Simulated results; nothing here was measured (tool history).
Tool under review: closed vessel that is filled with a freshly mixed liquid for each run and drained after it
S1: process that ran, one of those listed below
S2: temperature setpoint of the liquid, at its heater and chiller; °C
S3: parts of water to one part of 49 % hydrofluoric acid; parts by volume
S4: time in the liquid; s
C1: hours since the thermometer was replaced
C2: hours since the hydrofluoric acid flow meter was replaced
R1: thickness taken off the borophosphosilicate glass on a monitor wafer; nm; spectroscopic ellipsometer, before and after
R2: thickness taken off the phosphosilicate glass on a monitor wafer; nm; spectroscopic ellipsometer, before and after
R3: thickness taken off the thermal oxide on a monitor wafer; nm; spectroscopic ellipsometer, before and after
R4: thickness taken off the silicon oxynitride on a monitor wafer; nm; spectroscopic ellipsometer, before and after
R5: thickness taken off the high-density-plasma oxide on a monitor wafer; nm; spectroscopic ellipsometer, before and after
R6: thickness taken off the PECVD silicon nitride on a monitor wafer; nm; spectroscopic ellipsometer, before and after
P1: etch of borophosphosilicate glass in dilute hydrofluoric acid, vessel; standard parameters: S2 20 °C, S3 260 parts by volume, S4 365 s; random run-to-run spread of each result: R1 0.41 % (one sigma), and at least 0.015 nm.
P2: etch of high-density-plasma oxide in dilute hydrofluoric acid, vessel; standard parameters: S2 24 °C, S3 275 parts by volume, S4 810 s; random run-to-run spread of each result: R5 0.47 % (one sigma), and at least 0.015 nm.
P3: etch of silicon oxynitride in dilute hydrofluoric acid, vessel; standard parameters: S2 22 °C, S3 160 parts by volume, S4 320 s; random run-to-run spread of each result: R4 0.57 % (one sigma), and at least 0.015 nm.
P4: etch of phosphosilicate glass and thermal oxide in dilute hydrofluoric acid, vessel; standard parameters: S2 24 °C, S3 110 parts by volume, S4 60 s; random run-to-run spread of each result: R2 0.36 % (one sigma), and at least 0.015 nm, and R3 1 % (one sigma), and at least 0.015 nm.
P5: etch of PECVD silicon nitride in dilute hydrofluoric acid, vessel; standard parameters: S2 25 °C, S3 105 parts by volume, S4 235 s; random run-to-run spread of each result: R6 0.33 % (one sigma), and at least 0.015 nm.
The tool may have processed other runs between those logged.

run     day  S1    S2   S3    S4     C1     C2      R1      R2      R3      R4      R5      R6
  1   0.633  P1    20  260   365  185.5  536.8  49.403
  2   1.238  P4    24  110    60    200  551.3           41.24  2.4135
  3   1.921  P4    24  110    60  216.4  567.7          41.685  2.4198
  4     2.3  P1    27  260   365  225.5  576.8  63.147
  5   2.988  P3    22  160   320    242  593.3                          4.8559
  6   3.454  P3    22  250   320  253.2  604.5                          2.9359
  7   4.142  P4    20  110    60  269.7    621          35.233  2.1024
  8   4.817  P3    22  160   560  285.9  637.2                          8.5366
  9   5.512  P2    24  275  1375  302.6  653.9                                  41.824
 10   5.917  P5    25  105   395  312.3  663.6                                          16.396
 11   6.408  P5    25  165   235  324.1  675.4                                          6.2693
 12   6.983  P1    20  390   365  337.9  689.2   29.36
 13   7.725  P1    20  260   600  355.7    707  81.384
 14   8.117  P2  19.5  275   810  365.1  716.4                                   21.13
 15   8.862  P4    24  110   105    383  734.3          72.656  4.2648
 16   9.458  P1    20  260   170  397.3  748.6  22.827
 17  10.117  P1    20  260   365  413.1  764.4  49.358
 18  10.867  P5    25  105   235  431.1  782.4                                          9.8033
 19  11.258  P1    20  260   365  440.5  791.8  49.522
 20  11.654  P3    22  160   320    450  801.3                          4.8836
 21  12.358  P2    24  275   810  466.9  818.2                                  24.553

Estimate the outcome of run 22 from the log above:
 22  13.05  P1  20  260  365  483.5  834.8   ?

{"run 22": {"R1": 49.662}}
